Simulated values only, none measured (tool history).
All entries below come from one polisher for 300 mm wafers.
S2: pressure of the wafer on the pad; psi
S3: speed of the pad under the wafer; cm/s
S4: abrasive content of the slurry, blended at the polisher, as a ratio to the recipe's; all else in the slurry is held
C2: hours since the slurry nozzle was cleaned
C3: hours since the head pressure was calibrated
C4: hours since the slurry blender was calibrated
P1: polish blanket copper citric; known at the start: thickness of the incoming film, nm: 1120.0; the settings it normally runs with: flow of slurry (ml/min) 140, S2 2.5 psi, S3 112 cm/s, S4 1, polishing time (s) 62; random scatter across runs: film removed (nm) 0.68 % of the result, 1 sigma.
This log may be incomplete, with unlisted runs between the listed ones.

run 1 hour=4.9 | flow_of_slurry_(ml/min)=140 S2=2.5 S3=112 S4=1 polishing_time_(s)=62 | wafers_polished_on_this_pad=918 C2=140.7 C3=533.9 C4=83.1 | film_removed_(nm)=109.34
run 2 hour=9.7 | flow_of_slurry_(ml/min)=215 S2=2.5 S3=162 S4=1 polishing_time_(s)=62 | wafers_polished_on_this_pad=992 C2=145.5 C3=538.7 C4=87.9 | film_removed_(nm)=166.31
run 3 hour=15.9 | flow_of_slurry_(ml/min)=140 S2=2.5 S3=112 S4=1 polishing_time_(s)=28 | wafers_polished_on_this_pad=1086 C2=151.7 C3=544.9 C4=94.1 | film_removed_(nm)=48.986
run 4 hour=24.5 | flow_of_slurry_(ml/min)=140 S2=2.5 S3=174 S4=1 polishing_time_(s)=62 | wafers_polished_on_this_pad=1217 C2=160.3 C3=553.5 C4=102.7 | film_removed_(nm)=168.69
-- hour=26.4 slurry blender recalibrated
run 5 hour=33.3 | flow_of_slurry_(ml/min)=140 S2=2.5 S3=112 S4=1 polishing_time_(s)=62 | wafers_polished_on_this_pad=1351 C2=169.1 C3=562.3 C4=6.9 | film_removed_(nm)=108.88
run 6 hour=41.7 | flow_of_slurry_(ml/min)=140 S2=2.5 S3=112 S4=1 polishing_time_(s)=84 | wafers_polished_on_this_pad=1480 C2=177.5 C3=570.7 C4=15.3 | film_removed_(nm)=147.54
run 7 hour=47.4 | flow_of_slurry_(ml/min)=140 S2=2.5 S3=50 S4=1 polishing_time_(s)=62 | wafers_polished_on_this_pad=1566 C2=183.2 C3=576.4 C4=21 | film_removed_(nm)=50.612
run 8 hour=56.2 | flow_of_slurry_(ml/min)=220 S2=2.5 S3=112 S4=1 polishing_time_(s)=62 | wafers_polished_on_this_pad=1701 C2=192 C3=585.2 C4=29.8 | film_removed_(nm)=117.26
run 9 hour=64.6 | flow_of_slurry_(ml/min)=140 S2=1.4 S3=112 S4=0.6 polishing_time_(s)=62 | wafers_polished_on_this_pad=1829 C2=200.4 C3=593.6 C4=38.2 | film_removed_(nm)=55.685
run 10 hour=72.5 | flow_of_slurry_(ml/min)=140 S2=2.5 S3=84 S4=1 polishing_time_(s)=78 | wafers_polished_on_this_pad=1949 C2=208.3 C3=601.5 C4=46.1 | film_removed_(nm)=102.76
run 11 hour=76.4 | flow_of_slurry_(ml/min)=140 S2=2.5 S3=112 S4=1 polishing_time_(s)=62 | wafers_polished_on_this_pad=2009 C2=212.2 C3=605.4 C4=50 | film_removed_(nm)=107.02
run 12 hour=84.2 | flow_of_slurry_(ml/min)=90 S2=2.5 S3=112 S4=1 polishing_time_(s)=62 | wafers_polished_on_this_pad=2128 C2=220 C3=613.2 C4=57.8 | film_removed_(nm)=97.201
run 13 hour=90.9 | flow_of_slurry_(ml/min)=140 S2=1.1 S3=112 S4=1 polishing_time_(s)=62 | wafers_polished_on_this_pad=2230 C2=226.7 C3=619.9 C4=64.5 | film_removed_(nm)=49.926
run 14 hour=98.3 | flow_of_slurry_(ml/min)=140 S2=2.5 S3=112 S4=1.45 polishing_time_(s)=62 | wafers_polished_on_this_pad=2343 C2=234.1 C3=627.3 C4=71.9 | film_removed_(nm)=119.31
-- hour=104.9 head pressure recalibrated
run 15 hour=106.2 | flow_of_slurry_(ml/min)=140 S2=2.5 S3=112 S4=1 polishing_time_(s)=62 | wafers_polished_on_this_pad=2463 C2=242 C3=1.3 C4=79.8 | film_removed_(nm)=109.45
run 16 hour=113.7 | flow_of_slurry_(ml/min)=140 S2=2.5 S3=112 S4=0.5 polishing_time_(s)=62 | wafers_polished_on_this_pad=2578 C2=249.5 C3=8.8 C4=87.3 | film_removed_(nm)=93.99

Run 17 comes next. What will it give?
run 17 hour=119.2 | flow_of_slurry_(ml/min)=140 S2=3.9 S3=112 S4=1 polishing_time_(s)=62 | wafers_polished_on_this_pad=2662 C2=255 C3=14.3 C4=92.8 | film_removed_(nm)=?

Run 17 gave film removed (nm) 171.17.
